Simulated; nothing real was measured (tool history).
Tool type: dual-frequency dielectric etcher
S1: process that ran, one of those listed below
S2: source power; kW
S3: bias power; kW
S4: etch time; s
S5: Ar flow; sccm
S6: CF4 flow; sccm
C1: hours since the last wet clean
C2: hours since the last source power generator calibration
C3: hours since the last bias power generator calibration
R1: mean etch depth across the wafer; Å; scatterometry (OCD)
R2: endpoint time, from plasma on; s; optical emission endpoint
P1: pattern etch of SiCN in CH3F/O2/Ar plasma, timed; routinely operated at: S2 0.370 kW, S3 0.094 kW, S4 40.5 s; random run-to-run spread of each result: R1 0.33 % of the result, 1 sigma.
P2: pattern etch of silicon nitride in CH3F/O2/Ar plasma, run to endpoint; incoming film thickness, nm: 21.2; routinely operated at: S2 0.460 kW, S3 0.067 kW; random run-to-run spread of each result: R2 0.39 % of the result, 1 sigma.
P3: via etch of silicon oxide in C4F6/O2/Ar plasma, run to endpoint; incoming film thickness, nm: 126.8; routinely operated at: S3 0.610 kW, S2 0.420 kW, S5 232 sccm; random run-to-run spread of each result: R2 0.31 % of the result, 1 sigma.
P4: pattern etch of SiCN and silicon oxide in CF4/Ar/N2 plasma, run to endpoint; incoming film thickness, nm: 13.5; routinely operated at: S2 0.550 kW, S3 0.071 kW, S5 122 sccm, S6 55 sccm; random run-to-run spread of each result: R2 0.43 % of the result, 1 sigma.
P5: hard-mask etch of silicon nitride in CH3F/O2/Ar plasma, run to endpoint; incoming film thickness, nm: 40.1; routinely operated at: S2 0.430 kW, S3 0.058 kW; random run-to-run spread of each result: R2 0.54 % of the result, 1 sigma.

run,hour,S1,S2,S3,S4,S5,S6,C1,C2,C3,R1,R2
1,16.9,P1,0.370,0.094,40.5,,,266.9,1879.9,2650.4,162.130,
2,33.7,P4,0.550,0.071,,153,55,283.7,1896.7,2667.2,,14.942
3,49.5,P1,0.370,0.094,40.5,,,299.5,1912.5,2683.0,162.420,
4,62.7,P3,0.260,0.610,,232,,312.7,1925.7,2696.2,,29.707
5,73.3,P1,0.370,0.094,57.5,,,323.3,1936.3,2706.8,230.840,
6,83.1,P2,0.460,0.083,,,,333.1,1946.1,2716.6,,28.607
7,95.7,P1,0.370,0.111,50.5,,,345.7,1958.7,2729.2,217.020,
8,108.0,P5,0.560,0.058,,,,358.0,1971.0,2741.5,,54.298
9,124.1,P4,0.550,0.071,,122,55,374.1,1987.1,2757.6,,14.390
10,136.3,P1,0.370,0.094,23.0,,,386.3,1999.3,2769.8,92.202,
11,145.0,P4,0.740,0.071,,122,55,395.0,2008.0,2778.5,,10.970
12,159.4,P3,0.420,0.483,,232,,409.4,2022.4,2792.9,,27.190
# hour 160.8: bias power generator calibrated
13,171.3,P5,0.430,0.046,,,,421.3,2034.3,10.5,,65.147
14,182.7,P1,0.370,0.094,40.5,,,432.7,2045.7,21.9,162.450,
15,193.7,P3,0.420,0.610,,232,,443.7,2056.7,32.9,,24.919
16,211.9,P4,0.550,0.071,,122,66,461.9,2074.9,51.1,,13.990
17,220.2,P2,0.460,0.067,,,,470.2,2083.2,59.4,,30.873
18,229.6,P3,0.420,0.610,,232,,479.6,2092.6,68.8,,24.726
# hour 246.6: wet clean of the chamber
19,247.2,P4,0.550,0.071,,122,55,0.7,2110.2,86.4,,14.205

What does the tool deliver on the next run?
20,261.4,P4,0.550,0.092,,122,55,14.9,2124.4,100.6,,?

R2: 13.073 s

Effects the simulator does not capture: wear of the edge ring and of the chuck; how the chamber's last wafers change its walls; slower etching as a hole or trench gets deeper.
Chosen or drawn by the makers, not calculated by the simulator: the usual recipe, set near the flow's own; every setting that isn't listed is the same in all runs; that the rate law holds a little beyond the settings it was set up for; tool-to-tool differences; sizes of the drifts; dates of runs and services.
